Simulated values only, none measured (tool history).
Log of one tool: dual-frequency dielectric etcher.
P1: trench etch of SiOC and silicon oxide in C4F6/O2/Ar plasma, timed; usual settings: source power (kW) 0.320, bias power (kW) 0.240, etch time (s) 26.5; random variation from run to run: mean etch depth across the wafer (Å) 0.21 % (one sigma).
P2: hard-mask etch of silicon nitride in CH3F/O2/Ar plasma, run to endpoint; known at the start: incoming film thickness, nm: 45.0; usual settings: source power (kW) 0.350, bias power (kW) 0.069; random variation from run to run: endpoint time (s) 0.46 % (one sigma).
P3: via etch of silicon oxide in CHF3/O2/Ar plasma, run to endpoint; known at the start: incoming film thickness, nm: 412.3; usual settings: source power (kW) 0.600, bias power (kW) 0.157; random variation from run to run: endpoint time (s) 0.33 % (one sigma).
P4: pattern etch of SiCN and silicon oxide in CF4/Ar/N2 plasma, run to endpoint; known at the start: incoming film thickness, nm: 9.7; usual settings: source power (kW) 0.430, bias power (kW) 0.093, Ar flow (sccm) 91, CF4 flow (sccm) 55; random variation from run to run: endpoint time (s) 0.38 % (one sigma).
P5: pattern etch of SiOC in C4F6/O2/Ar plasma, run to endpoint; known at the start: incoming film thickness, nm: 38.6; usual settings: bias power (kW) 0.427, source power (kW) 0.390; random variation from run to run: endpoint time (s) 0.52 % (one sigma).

| run | day | process that ran | source power (kW) | bias power (kW) | etch time (s) | Ar flow (sccm) | CF4 flow (sccm) | hours since the last wet clean | hours since the last source power generator calibration | hours since the last bias power generator calibration | mean etch depth across the wafer (Å) | endpoint time (s) |
|---|---|---|---|---|---|---|---|---|---|---|---|---|
| 1 | 0.350 | P1 | 0.320 | 0.240 | 26.5 |  |  | 67.4 | 906.8 | 2211.3 | 531.64 |  |
| 2 | 0.592 | P1 | 0.320 | 0.153 | 26.5 |  |  | 73.2 | 912.6 | 2217.1 | 459.66 |  |
| 3 | 0.925 | P1 | 0.210 | 0.195 | 26.5 |  |  | 81.2 | 920.6 | 2225.1 | 422.07 |  |
| 4 | 1.167 | P1 | 0.320 | 0.240 | 38.5 |  |  | 87.0 | 926.4 | 2230.9 | 771.35 |  |
| 5 | 1.446 | P1 | 0.320 | 0.240 | 18.5 |  |  | 93.7 | 933.1 | 2237.6 | 371.52 |  |
| 6 | 1.729 | P3 | 0.600 | 0.127 |  |  |  | 100.5 | 939.9 | 2244.4 |  | 230.960 |
| 7 | 1.967 | P3 | 0.600 | 0.157 |  |  |  | 106.2 | 945.6 | 2250.1 |  | 216.750 |
| 8 | 2.258 | P1 | 0.260 | 0.240 | 26.5 |  |  | 113.2 | 952.6 | 2257.1 | 493.04 |  |
| 9 | 2.617 | P2 | 0.350 | 0.069 |  |  |  | 121.8 | 961.2 | 2265.7 |  | 67.924 |
| 10 | 2.946 | P3 | 0.460 | 0.157 |  |  |  | 129.7 | 969.1 | 2273.6 |  | 238.020 |
| 11 | 3.271 | P5 | 0.390 | 0.257 |  |  |  | 137.5 | 976.9 | 2281.4 |  | 16.808 |
|  | 3.350 | wet clean of the chamber |
| 12 | 3.546 | P4 | 0.430 | 0.068 |  | 91 | 55 | 4.8 | 983.5 | 2288.0 |  | 11.986 |
| 13 | 3.896 | P5 | 0.280 | 0.427 |  |  |  | 13.2 | 991.9 | 2296.4 |  | 15.822 |
| 14 | 4.154 | P5 | 0.390 | 0.427 |  |  |  | 19.4 | 998.1 | 2302.6 |  | 13.820 |
| 15 | 4.504 | P1 | 0.320 | 0.240 | 26.5 |  |  | 27.8 | 1006.5 | 2311.0 | 532.51 |  |
| 16 | 4.733 | P1 | 0.440 | 0.240 | 26.5 |  |  | 33.3 | 1012.0 | 2316.5 | 601.08 |  |
| 17 | 5.092 | P2 | 0.350 | 0.050 |  |  |  | 41.9 | 1020.6 | 2325.1 |  | 75.652 |
| 18 | 5.550 | P4 | 0.430 | 0.093 |  | 91 | 44 | 52.9 | 1031.6 | 2336.1 |  | 11.047 |
| 19 | 5.833 | P2 | 0.420 | 0.069 |  |  |  | 59.7 | 1038.4 | 2342.9 |  | 63.598 |
| 20 | 6.288 | P4 | 0.280 | 0.093 |  | 91 | 55 | 70.6 | 1049.3 | 2353.8 |  | 15.576 |
| 21 | 6.575 | P1 | 0.320 | 0.240 | 26.5 |  |  | 77.5 | 1056.2 | 2360.7 | 531.78 |  |
| 22 | 6.946 | P4 | 0.430 | 0.093 |  | 91 | 55 | 86.4 | 1065.1 | 2369.6 |  | 10.694 |
| 23 | 7.158 | P1 | 0.320 | 0.240 | 26.5 |  |  | 91.5 | 1070.2 | 2374.7 | 531.24 |  |
| 24 | 7.496 | P4 | 0.430 | 0.093 |  | 72 | 55 | 99.6 | 1078.3 | 2382.8 |  | 10.457 |
| 25 | 7.708 | P1 | 0.320 | 0.240 | 26.5 |  |  | 104.7 | 1083.4 | 2387.9 | 532.87 |  |
| 26 | 8.008 | P3 | 0.600 | 0.157 |  |  |  | 111.9 | 1090.6 | 2395.1 |  | 214.330 |

The next listed run, before its measurement:
| 27 | 8.250 | P1 | 0.320 | 0.328 | 26.5 |  |  | 117.7 | 1096.4 | 2400.9 | ? |  |

mean etch depth across the wafer (Å): 592.06
